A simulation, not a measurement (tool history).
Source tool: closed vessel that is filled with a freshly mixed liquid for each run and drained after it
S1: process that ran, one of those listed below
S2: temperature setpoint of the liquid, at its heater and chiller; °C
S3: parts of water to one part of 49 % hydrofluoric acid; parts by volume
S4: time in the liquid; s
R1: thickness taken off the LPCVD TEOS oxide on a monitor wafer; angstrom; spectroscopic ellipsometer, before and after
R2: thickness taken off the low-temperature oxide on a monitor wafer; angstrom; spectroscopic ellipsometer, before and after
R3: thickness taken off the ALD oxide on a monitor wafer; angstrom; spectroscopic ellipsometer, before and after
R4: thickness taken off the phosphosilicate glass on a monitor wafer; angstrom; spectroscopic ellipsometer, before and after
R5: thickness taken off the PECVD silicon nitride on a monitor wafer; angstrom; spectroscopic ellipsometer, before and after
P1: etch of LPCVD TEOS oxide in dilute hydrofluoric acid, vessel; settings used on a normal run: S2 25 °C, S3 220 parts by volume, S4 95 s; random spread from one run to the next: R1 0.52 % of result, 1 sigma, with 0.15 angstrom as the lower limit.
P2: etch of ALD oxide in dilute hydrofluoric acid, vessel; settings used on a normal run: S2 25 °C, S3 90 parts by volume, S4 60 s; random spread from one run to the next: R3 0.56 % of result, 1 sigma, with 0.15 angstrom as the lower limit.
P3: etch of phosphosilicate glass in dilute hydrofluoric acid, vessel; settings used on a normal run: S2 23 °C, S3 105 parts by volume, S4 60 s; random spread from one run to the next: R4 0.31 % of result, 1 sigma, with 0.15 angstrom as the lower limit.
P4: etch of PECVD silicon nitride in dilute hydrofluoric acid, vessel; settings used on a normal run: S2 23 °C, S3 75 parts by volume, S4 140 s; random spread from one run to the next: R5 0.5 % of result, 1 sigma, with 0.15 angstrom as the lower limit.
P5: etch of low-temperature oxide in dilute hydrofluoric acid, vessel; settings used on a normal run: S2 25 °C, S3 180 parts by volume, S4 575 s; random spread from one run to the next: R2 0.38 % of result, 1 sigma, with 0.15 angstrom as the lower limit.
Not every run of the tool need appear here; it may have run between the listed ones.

| run | hour | S1 | S2 | S3 | S4 | R1 | R2 | R3 | R4 | R5 |
|---|---|---|---|---|---|---|---|---|---|---|
| 1 | 8.8 | P1 | 25 | 220 | 95 | 218.33 |  |  |  |  |
| 2 | 23.3 | P1 | 25 | 220 | 170 | 393.55 |  |  |  |  |
| 3 | 38.2 | P5 | 18.5 | 180 | 575 |  | 434.44 |  |  |  |
| 4 | 47.4 | P2 | 25 | 135 | 60 |  |  | 138.8 |  |  |
| 5 | 59.4 | P1 | 25 | 370 | 95 | 111.32 |  |  |  |  |
| 6 | 67.2 | P5 | 25 | 180 | 575 |  | 559.54 |  |  |  |
| 7 | 80.9 | P3 | 23 | 105 | 60 |  |  |  | 542.07 |  |
| 8 | 94.6 | P3 | 23 | 105 | 30 |  |  |  | 270.75 |  |
| 9 | 105.2 | P5 | 25 | 270 | 575 |  | 339.76 |  |  |  |
|  | 109.1 | hydrofluoric acid flow meter replaced |
| 10 | 117.5 | P1 | 25 | 220 | 95 | 217.58 |  |  |  |  |
| 11 | 129.7 | P4 | 23 | 75 | 240 |  |  |  |  | 167.09 |
| 12 | 143.5 | P1 | 30.5 | 220 | 50 | 139.88 |  |  |  |  |
| 13 | 150.8 | P1 | 25 | 220 | 95 | 220.54 |  |  |  |  |
| 14 | 163.8 | P5 | 25 | 180 | 960 |  | 932.89 |  |  |  |
| 15 | 177.5 | P1 | 25 | 220 | 95 | 217.68 |  |  |  |  |
| 16 | 190.2 | P1 | 25 | 220 | 95 | 217.41 |  |  |  |  |
| 17 | 198.3 | P4 | 29 | 75 | 140 |  |  |  |  | 144.88 |
| 18 | 206.3 | P1 | 30.5 | 220 | 145 | 405.34 |  |  |  |  |
| 19 | 213.7 | P1 | 25 | 95 | 95 | 589.43 |  |  |  |  |
| 20 | 223 | P2 | 25 | 90 | 60 |  |  | 220.98 |  |  |
| 21 | 233.2 | P1 | 25 | 220 | 95 | 219.94 |  |  |  |  |
| 22 | 240.4 | P1 | 25 | 220 | 30 | 69.491 |  |  |  |  |
|  | 252.8 | thermometer replaced |
| 23 | 252.8 | P2 | 25 | 90 | 60 |  |  | 220.87 |  |  |
| 24 | 262.2 | P4 | 23 | 75 | 140 |  |  |  |  | 97.462 |

Forecast run 25:
| 25 | 270.4 | P1 | 30.5 | 220 | 95 | ? |  |  |  |  |

Logged for run 25: R1 265.3 angstrom.

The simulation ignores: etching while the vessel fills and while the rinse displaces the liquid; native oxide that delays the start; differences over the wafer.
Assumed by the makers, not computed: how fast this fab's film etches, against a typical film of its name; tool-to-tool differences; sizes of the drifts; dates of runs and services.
